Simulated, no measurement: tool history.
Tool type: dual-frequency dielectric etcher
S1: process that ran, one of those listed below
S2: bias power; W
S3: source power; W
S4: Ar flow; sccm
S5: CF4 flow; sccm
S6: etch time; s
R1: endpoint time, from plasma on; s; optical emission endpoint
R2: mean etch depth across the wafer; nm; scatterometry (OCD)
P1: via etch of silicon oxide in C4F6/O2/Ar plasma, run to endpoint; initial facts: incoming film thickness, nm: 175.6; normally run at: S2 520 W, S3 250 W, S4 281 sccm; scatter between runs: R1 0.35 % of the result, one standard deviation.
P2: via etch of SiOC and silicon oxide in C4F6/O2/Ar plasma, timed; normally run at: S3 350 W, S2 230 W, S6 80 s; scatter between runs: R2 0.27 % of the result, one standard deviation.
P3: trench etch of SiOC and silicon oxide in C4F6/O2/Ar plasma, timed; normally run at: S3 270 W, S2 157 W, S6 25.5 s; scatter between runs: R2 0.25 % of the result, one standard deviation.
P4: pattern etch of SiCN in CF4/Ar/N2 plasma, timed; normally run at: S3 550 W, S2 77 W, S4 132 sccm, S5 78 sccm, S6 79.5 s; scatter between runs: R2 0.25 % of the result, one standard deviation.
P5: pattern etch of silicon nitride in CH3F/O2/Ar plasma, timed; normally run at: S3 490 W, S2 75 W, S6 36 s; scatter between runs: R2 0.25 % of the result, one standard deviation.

| run | hour | S1 | S2 | S3 | S4 | S5 | S6 | R1 | R2 |
|---|---|---|---|---|---|---|---|---|---|
| 1 | 2.7 | P1 | 520 | 250 | 281 |  |  | 45.184 |  |
| 2 | 5.4 | P4 | 77 | 550 | 132 | 78 | 79.5 |  | 82.246 |
| 3 | 8.3 | P4 | 77 | 550 | 132 | 78 | 43.5 |  | 44.857 |
| 4 | 12.2 | P3 | 157 | 270 |  |  | 19 |  | 30.87 |
| 5 | 14.9 | P5 | 75 | 490 |  |  | 22 |  | 17.037 |
| 6 | 18.4 | P5 | 75 | 490 |  |  | 36 |  | 27.892 |
| 7 | 20.8 | P1 | 697 | 250 | 218 |  |  | 39.074 |  |
| 8 | 25.2 | P4 | 77 | 430 | 132 | 78 | 79.5 |  | 66.556 |
| 9 | 27.5 | P3 | 201 | 270 |  |  | 25.5 |  | 45.089 |
| 10 | 31.5 | P1 | 520 | 180 | 281 |  |  | 50.761 |  |
| 11 | 34.8 | P1 | 520 | 300 | 281 |  |  | 41.791 |  |
| 12 | 37.7 | P2 | 306 | 350 |  |  | 80 |  | 104.02 |
| 13 | 41.9 | P4 | 77 | 550 | 132 | 110 | 79.5 |  | 86.81 |
| 14 | 44.3 | P2 | 230 | 350 |  |  | 114 |  | 134.37 |
| 15 | 47.3 | P1 | 520 | 250 | 281 |  |  | 44.622 |  |
| 16 | 50.1 | P3 | 157 | 270 |  |  | 25.5 |  | 41.518 |
| 17 | 52.7 | P4 | 77 | 550 | 102 | 78 | 79.5 |  | 85.638 |
| 18 | 56.2 | P1 | 646 | 250 | 281 |  |  | 41.211 |  |
| 19 | 59.8 | P3 | 157 | 270 |  |  | 25.5 |  | 41.55 |
| 20 | 64.1 | P1 | 520 | 250 | 358 |  |  | 46.217 |  |
| 21 | 68 | P4 | 92 | 550 | 132 | 78 | 79.5 |  | 87.781 |
| 22 | 71.4 | P1 | 382 | 250 | 281 |  |  | 50.185 |  |
| 23 | 75.7 | P2 | 230 | 240 |  |  | 80 |  | 81.654 |
| 24 | 79.2 | P2 | 230 | 350 |  |  | 80 |  | 93.855 |
| 25 | 83.7 | P1 | 704 | 250 | 376 |  |  | 40.949 |  |
| 26 | 87.4 | P1 | 634 | 250 | 361 |  |  | 42.799 |  |
|  | 90 | wet clean of the chamber |
| 27 | 90.9 | P1 | 520 | 250 | 281 |  |  | 44.717 |  |
| 28 | 94 | P1 | 520 | 250 | 281 |  |  | 44.816 |  |
| 29 | 98.2 | P3 | 157 | 340 |  |  | 25.5 |  | 45.17 |
| 30 | 102.4 | P5 | 48 | 490 |  |  | 36 |  | 24.132 |
| 31 | 105 | P5 | 75 | 630 |  |  | 36 |  | 30.773 |
| 32 | 108.4 | P1 | 520 | 250 | 185 |  |  | 42.817 |  |
| 33 | 112.3 | P1 | 520 | 250 | 281 |  |  | 44.717 |  |
| 34 | 115.9 | P1 | 520 | 250 | 281 |  |  | 44.535 |  |
| 35 | 118 | P1 | 520 | 250 | 281 |  |  | 44.386 |  |
| 36 | 121.9 | P1 | 520 | 250 | 281 |  |  | 44.04 |  |
| 37 | 126.1 | P1 | 520 | 250 | 281 |  |  | 44.095 |  |
|  | 127.1 | Ar flow controller replaced |
| 38 | 128.6 | P1 | 520 | 250 | 281 |  |  | 44.065 |  |
| 39 | 131.1 | P1 | 520 | 250 | 281 |  |  | 43.835 |  |
|  | 132 | wet clean of the chamber |
| 40 | 133.9 | P1 | 520 | 250 | 281 |  |  | 43.944 |  |
| 41 | 137.5 | P1 | 520 | 250 | 281 |  |  | 43.892 |  |
| 42 | 139.8 | P1 | 520 | 250 | 281 |  |  | 44.209 |  |
| 43 | 142 | P1 | 520 | 250 | 281 |  |  | 44.157 |  |

What P1 gives has crept away from where it was. These 2 causes fit the log equally well, each at the size given:
A: source power that arrives over what is set, % = 4.93
B: bias power that arrives over what is set, % = 4.67
The creep began at about hour 112.3.
Other possible causes, and why each is ruled out:
chamber walls in a state that raises the etch rate, %: serviced after onset, at hour 132, with no recovery of the prior output
Ar flow that arrives under what is set, %: serviced after onset, at hour 127.1, with no recovery of the prior output

4 check runs are offered, one wafer each, their results left as question marks. Which one tells the causes apart?
| check 1 | 144.2 | P4 | 77 | 550 | 132 | 78 | 79.5 |  | ? |
| check 2 | 144.2 | P5 | 75 | 490 |  |  | 36 |  | ? |
| check 3 | 144.2 | P3 | 157 | 270 |  |  | 25.5 |  | ? |
| check 4 | 144.2 | P2 | 230 | 350 |  |  | 80 |  | ? |

What every check run would give for each of its results, assuming each possible cause in turn:
| check | result | if A | if B |
|---|---|---|---|
| check 1 | R2 | 85.692 | 83.507 |
| check 2 | R2 | 28.378 | 28.302 |
| check 3 | R2 | 42.193 | 42.015 |
| check 4 | R2 | 95.807 | 95.547 |
Minimum pairwise separation of causes per check, each pair taken at its best-separating result: check 1 2.58 %; check 2 0.27 %; check 3 0.42 %; check 4 0.27 %
The causes can be told apart only by check 1. The other checks would give nearly the same results under each of them.

Check 1 has now been run. It gave: R2 83.916 nm. Which of the candidate causes is it?

Of the candidate causes, it is B: bias power that arrives over what is set, %.
